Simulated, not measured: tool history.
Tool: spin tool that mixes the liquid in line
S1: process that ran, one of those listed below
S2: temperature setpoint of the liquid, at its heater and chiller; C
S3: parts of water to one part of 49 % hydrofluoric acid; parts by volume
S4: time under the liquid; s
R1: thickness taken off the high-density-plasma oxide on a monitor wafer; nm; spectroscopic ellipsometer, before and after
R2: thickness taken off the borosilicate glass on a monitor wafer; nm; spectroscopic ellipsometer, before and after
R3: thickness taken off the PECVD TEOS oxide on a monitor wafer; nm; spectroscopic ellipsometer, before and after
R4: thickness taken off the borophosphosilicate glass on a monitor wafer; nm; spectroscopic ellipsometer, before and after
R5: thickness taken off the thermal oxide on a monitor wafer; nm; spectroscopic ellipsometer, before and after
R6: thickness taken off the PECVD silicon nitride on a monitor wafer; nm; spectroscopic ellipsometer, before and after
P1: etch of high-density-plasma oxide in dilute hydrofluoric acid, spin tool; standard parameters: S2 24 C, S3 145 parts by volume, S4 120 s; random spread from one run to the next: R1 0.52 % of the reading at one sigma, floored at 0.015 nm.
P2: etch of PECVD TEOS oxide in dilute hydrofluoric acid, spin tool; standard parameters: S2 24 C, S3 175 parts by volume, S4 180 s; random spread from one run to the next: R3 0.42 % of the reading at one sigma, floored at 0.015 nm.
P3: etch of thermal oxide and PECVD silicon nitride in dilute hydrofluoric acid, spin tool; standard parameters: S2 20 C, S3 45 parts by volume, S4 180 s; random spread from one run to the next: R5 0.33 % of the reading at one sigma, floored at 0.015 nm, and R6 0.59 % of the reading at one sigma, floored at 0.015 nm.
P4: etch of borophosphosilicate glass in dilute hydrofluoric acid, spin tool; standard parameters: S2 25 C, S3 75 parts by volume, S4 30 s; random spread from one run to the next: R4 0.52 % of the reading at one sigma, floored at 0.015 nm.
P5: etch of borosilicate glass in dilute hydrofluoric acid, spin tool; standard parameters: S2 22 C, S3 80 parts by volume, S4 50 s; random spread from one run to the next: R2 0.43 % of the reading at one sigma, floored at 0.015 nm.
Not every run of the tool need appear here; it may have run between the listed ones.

run 1 hour=9.9 | S1=P1 S2=24 S3=145 S4=120 | R1=4.0258
run 2 hour=17.7 | S1=P1 S2=24 S3=145 S4=120 | R1=4.0206
run 3 hour=28.5 | S1=P5 S2=22 S3=140 S4=50 | R2=8.6444
run 4 hour=33.9 | S1=P2 S2=24 S3=175 S4=180 | R3=19.335
run 5 hour=45 | S1=P1 S2=24 S3=145 S4=120 | R1=3.9956
-- hour=45.7 hydrofluoric acid flow meter replaced
run 6 hour=51.6 | S1=P1 S2=24 S3=145 S4=120 | R1=3.9863
run 7 hour=62.2 | S1=P1 S2=24 S3=40 S4=120 | R1=16.497
run 8 hour=67.4 | S1=P1 S2=24 S3=145 S4=40 | R1=1.3188
run 9 hour=78.3 | S1=P4 S2=29 S3=75 S4=30 | R4=31.675
run 10 hour=87.9 | S1=P3 S2=20 S3=45 S4=365 | R5=34.835 R6=12.623
run 11 hour=96.2 | S1=P5 S2=17 S3=80 S4=50 | R2=13.116
run 12 hour=104.7 | S1=P1 S2=24 S3=200 S4=120 | R1=2.7363
run 13 hour=114.8 | S1=P2 S2=30 S3=175 S4=180 | R3=23.963
run 14 hour=126.1 | S1=P1 S2=17.5 S3=145 S4=120 | R1=3.0659
run 15 hour=135.1 | S1=P4 S2=25 S3=75 S4=30 | R4=26.968
run 16 hour=140.7 | S1=P4 S2=25 S3=75 S4=60 | R4=53.895
run 17 hour=147.9 | S1=P3 S2=20 S3=45 S4=180 | R5=17.217 R6=6.1032
run 18 hour=158 | S1=P1 S2=24 S3=145 S4=120 | R1=3.9747
run 19 hour=166.7 | S1=P2 S2=24 S3=260 S4=180 | R3=11.831
run 20 hour=177.2 | S1=P5 S2=22 S3=80 S4=25 | R2=8.0393
run 21 hour=183.7 | S1=P4 S2=25 S3=130 S4=30 | R4=14.515
run 22 hour=193.7 | S1=P1 S2=28 S3=50 S4=120 | R1=15.382
run 23 hour=199.4 | S1=P3 S2=28 S3=45 S4=180 | R5=24.254 R6=10.584
run 24 hour=205.6 | S1=P2 S2=24 S3=175 S4=25 | R3=2.6604
run 25 hour=215.6 | S1=P3 S2=20 S3=30 S4=180 | R5=26.342 R6=9.096
run 26 hour=222.4 | S1=P1 S2=24 S3=145 S4=220 | R1=7.3943
run 27 hour=230.6 | S1=P5 S2=22 S3=80 S4=50 | R2=16.205
run 28 hour=240.8 | S1=P4 S2=25 S3=75 S4=30 | R4=26.828
run 29 hour=251.5 | S1=P1 S2=24 S3=145 S4=120 | R1=4.001
run 30 hour=258.7 | S1=P1 S2=29.5 S3=145 S4=120 | R1=4.9345
run 31 hour=268.8 | S1=P1 S2=24 S3=145 S4=120 | R1=4.0136
run 32 hour=277.7 | S1=P1 S2=24 S3=145 S4=120 | R1=3.8971
run 33 hour=285.5 | S1=P1 S2=24 S3=145 S4=120 | R1=3.8637
run 34 hour=293.5 | S1=P1 S2=24 S3=145 S4=120 | R1=3.7964
run 35 hour=303.4 | S1=P1 S2=24 S3=145 S4=120 | R1=3.8301
run 36 hour=311.9 | S1=P1 S2=24 S3=145 S4=120 | R1=3.72
run 37 hour=318.3 | S1=P1 S2=24 S3=145 S4=120 | R1=3.7458
run 38 hour=324.5 | S1=P1 S2=24 S3=145 S4=120 | R1=3.7862
run 39 hour=334.2 | S1=P1 S2=24 S3=145 S4=120 | R1=3.7913
run 40 hour=340 | S1=P1 S2=24 S3=145 S4=120 | R1=3.7301
run 41 hour=349.6 | S1=P1 S2=24 S3=145 S4=120 | R1=3.7334
run 42 hour=358.3 | S1=P1 S2=24 S3=145 S4=120 | R1=3.6993

Something has made what P1 gives creep away from where it was; the 2 causes below, each at its own stated size, fit the log equally well:
A: hydrofluoric acid flow below the setpoint (%) = 6.29
B: liquid colder than its thermometer reads (K) = 1.97
The onset of the drift is placed at about hour 268.8.

Each of the 4 check runs below uses one wafer; its results are left as question marks. Which run tells the causes apart?
run check 1 hour=367 | S1=P5 S2=22 S3=130 S4=50 | R2=?
run check 2 hour=367 | S1=P2 S2=29.5 S3=175 S4=60 | R3=?
run check 3 hour=367 | S1=P3 S2=24.5 S3=45 S4=280 | R5=? R6=?
run check 4 hour=367 | S1=P4 S2=25 S3=105 S4=60 | R4=?

Predicted outcomes, by check and by cause:
check=check_1 result=R2 if_A=8.7091 if_B=8.6752
check=check_2 result=R3 if_A=7.2381 if_B=7.304
check=check_3 result=R5 if_A=30.326 if_B=29.944
check=check_3 result=R6 if_A=12.263 if_B=11.433
check=check_4 result=R4 if_A=34.425 if_B=34.287
Smallest distance between any two causes, each pair judged by its most separating result, in per cent: check 1 0.39 %; check 2 0.91 %; check 3 7.01 %; check 4 0.4 %
Check 3 is the one run that separates the causes; every other check would come out nearly the same whichever cause is at work.

Here is what check 3 returned: R5 30.382 nm; R6 12.301 nm. Which cause is it?

The cause is A: hydrofluoric acid flow below the setpoint (%).
